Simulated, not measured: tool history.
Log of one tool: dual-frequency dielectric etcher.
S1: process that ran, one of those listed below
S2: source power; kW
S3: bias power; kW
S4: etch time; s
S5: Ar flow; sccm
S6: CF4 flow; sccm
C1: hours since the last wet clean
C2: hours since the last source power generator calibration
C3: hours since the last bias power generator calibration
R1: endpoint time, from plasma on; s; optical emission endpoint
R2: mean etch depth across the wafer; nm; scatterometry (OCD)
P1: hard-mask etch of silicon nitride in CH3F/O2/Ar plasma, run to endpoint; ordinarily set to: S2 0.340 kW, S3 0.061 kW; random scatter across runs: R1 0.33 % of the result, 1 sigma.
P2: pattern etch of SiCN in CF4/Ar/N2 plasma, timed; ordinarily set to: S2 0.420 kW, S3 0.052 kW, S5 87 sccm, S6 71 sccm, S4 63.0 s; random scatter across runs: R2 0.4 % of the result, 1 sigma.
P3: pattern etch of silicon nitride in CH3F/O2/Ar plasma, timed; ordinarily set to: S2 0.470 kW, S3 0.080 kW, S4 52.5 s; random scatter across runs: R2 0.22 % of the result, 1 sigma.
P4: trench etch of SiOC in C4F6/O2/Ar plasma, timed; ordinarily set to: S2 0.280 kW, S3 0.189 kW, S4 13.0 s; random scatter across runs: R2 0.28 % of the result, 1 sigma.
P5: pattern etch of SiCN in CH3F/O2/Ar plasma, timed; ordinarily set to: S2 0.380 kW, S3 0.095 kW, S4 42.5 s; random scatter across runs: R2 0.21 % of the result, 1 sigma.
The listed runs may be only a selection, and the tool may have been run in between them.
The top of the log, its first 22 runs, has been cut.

{"run": 23, "hour": 70.4, "S1": "P2", "S2": 0.42, "S3": 0.052, "S4": 63.0, "S5": 87, "S6": 71, "C1": 312.9, "C2": 2180.0, "C3": 1283.6, "R2": 46.378}
{"run": 24, "hour": 72.8, "S1": "P3", "S2": 0.47, "S3": 0.08, "S4": 52.5, "C1": 315.3, "C2": 2182.4, "C3": 1286.0, "R2": 40.275}
{"run": 25, "hour": 74.9, "S1": "P5", "S2": 0.38, "S3": 0.095, "S4": 42.5, "C1": 317.4, "C2": 2184.5, "C3": 1288.1, "R2": 18.011}
{"run": 26, "hour": 78.2, "S1": "P2", "S2": 0.42, "S3": 0.072, "S4": 63.0, "S5": 87, "S6": 71, "C1": 320.7, "C2": 2187.8, "C3": 1291.4, "R2": 52.031}
{"run": 27, "hour": 82.2, "S1": "P2", "S2": 0.42, "S3": 0.052, "S4": 63.0, "S5": 87, "S6": 95, "C1": 324.7, "C2": 2191.8, "C3": 1295.4, "R2": 48.634}
{"run": 28, "hour": 84.8, "S1": "P1", "S2": 0.34, "S3": 0.061, "C1": 327.3, "C2": 2194.4, "C3": 1298.0, "R1": 51.581}
{"run": 29, "hour": 88.6, "S1": "P4", "S2": 0.28, "S3": 0.189, "S4": 17.0, "C1": 331.1, "C2": 2198.2, "C3": 1301.8, "R2": 32.459}
{"run": 30, "hour": 92.5, "S1": "P1", "S2": 0.34, "S3": 0.061, "C1": 335.0, "C2": 2202.1, "C3": 1305.7, "R1": 51.22}
{"run": 31, "hour": 96.3, "S1": "P1", "S2": 0.27, "S3": 0.041, "C1": 338.8, "C2": 2205.9, "C3": 1309.5, "R1": 63.861}
{"run": 32, "hour": 100.3, "S1": "P5", "S2": 0.38, "S3": 0.069, "S4": 42.5, "C1": 342.8, "C2": 2209.9, "C3": 1313.5, "R2": 15.91}

Forecast run 33:
{"run": 33, "hour": 104.1, "S1": "P1", "S2": 0.34, "S3": 0.061, "C1": 346.6, "C2": 2213.7, "C3": 1317.3, "R1": "?"}

{"run 33": {"R1": 51.142}}

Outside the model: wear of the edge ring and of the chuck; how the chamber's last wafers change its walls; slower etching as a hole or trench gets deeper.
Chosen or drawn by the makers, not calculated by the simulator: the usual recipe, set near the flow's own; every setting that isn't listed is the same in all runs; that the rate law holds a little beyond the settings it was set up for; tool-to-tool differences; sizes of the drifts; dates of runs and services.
